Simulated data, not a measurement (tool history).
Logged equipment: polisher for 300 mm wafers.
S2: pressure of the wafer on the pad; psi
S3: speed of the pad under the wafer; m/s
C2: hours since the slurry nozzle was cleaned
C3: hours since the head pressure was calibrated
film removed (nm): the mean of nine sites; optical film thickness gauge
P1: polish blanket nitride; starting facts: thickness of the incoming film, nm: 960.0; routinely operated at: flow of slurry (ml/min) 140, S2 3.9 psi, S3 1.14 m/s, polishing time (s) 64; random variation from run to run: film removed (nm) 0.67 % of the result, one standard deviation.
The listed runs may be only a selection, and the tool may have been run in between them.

run 1 hour=5.8 | flow_of_slurry_(ml/min)=140 S2=3.9 S3=1.14 polishing_time_(s)=64 | wafers_polished_on_this_pad=743 C2=124.2 C3=605.6 | film_removed_(nm)=160.470
run 2 hour=17.1 | flow_of_slurry_(ml/min)=140 S2=3.9 S3=1.14 polishing_time_(s)=64 | wafers_polished_on_this_pad=869 C2=135.5 C3=616.9 | film_removed_(nm)=157.340
run 3 hour=24.1 | flow_of_slurry_(ml/min)=140 S2=3.9 S3=1.14 polishing_time_(s)=33 | wafers_polished_on_this_pad=947 C2=142.5 C3=623.9 | film_removed_(nm)=80.809
-- hour=24.3 slurry nozzle cleaned
run 4 hour=32.4 | flow_of_slurry_(ml/min)=215 S2=3.9 S3=1.14 polishing_time_(s)=64 | wafers_polished_on_this_pad=1040 C2=8.2 C3=632.2 | film_removed_(nm)=169.270
run 5 hour=40.8 | flow_of_slurry_(ml/min)=140 S2=3.9 S3=1.14 polishing_time_(s)=64 | wafers_polished_on_this_pad=1134 C2=16.6 C3=640.6 | film_removed_(nm)=156.780
run 6 hour=53.3 | flow_of_slurry_(ml/min)=110 S2=3.9 S3=1.14 polishing_time_(s)=43 | wafers_polished_on_this_pad=1273 C2=29.1 C3=653.1 | film_removed_(nm)=102.020
run 7 hour=60.4 | flow_of_slurry_(ml/min)=140 S2=3.9 S3=1.14 polishing_time_(s)=64 | wafers_polished_on_this_pad=1353 C2=36.2 C3=660.2 | film_removed_(nm)=157.080
run 8 hour=70.2 | flow_of_slurry_(ml/min)=95 S2=3.9 S3=1.14 polishing_time_(s)=64 | wafers_polished_on_this_pad=1462 C2=46.0 C3=670.0 | film_removed_(nm)=143.450
run 9 hour=78.6 | flow_of_slurry_(ml/min)=140 S2=2.2 S3=1.14 polishing_time_(s)=64 | wafers_polished_on_this_pad=1556 C2=54.4 C3=678.4 | film_removed_(nm)=89.191
run 10 hour=91.5 | flow_of_slurry_(ml/min)=140 S2=3.9 S3=1.14 polishing_time_(s)=64 | wafers_polished_on_this_pad=1700 C2=67.3 C3=691.3 | film_removed_(nm)=156.970
run 11 hour=100.8 | flow_of_slurry_(ml/min)=140 S2=3.9 S3=1.14 polishing_time_(s)=64 | wafers_polished_on_this_pad=1804 C2=76.6 C3=700.6 | film_removed_(nm)=155.870
run 12 hour=110.0 | flow_of_slurry_(ml/min)=140 S2=3.9 S3=1.14 polishing_time_(s)=64 | wafers_polished_on_this_pad=1907 C2=85.8 C3=709.8 | film_removed_(nm)=159.660
run 13 hour=116.2 | flow_of_slurry_(ml/min)=140 S2=3.9 S3=1.72 polishing_time_(s)=64 | wafers_polished_on_this_pad=1976 C2=92.0 C3=716.0 | film_removed_(nm)=220.160

What does the tool deliver on the next run?
run 14 hour=122.0 | flow_of_slurry_(ml/min)=140 S2=6.2 S3=1.14 polishing_time_(s)=64 | wafers_polished_on_this_pad=2041 C2=97.8 C3=721.8 | film_removed_(nm)=?

Run 14 came out at film removed (nm) 254.800.
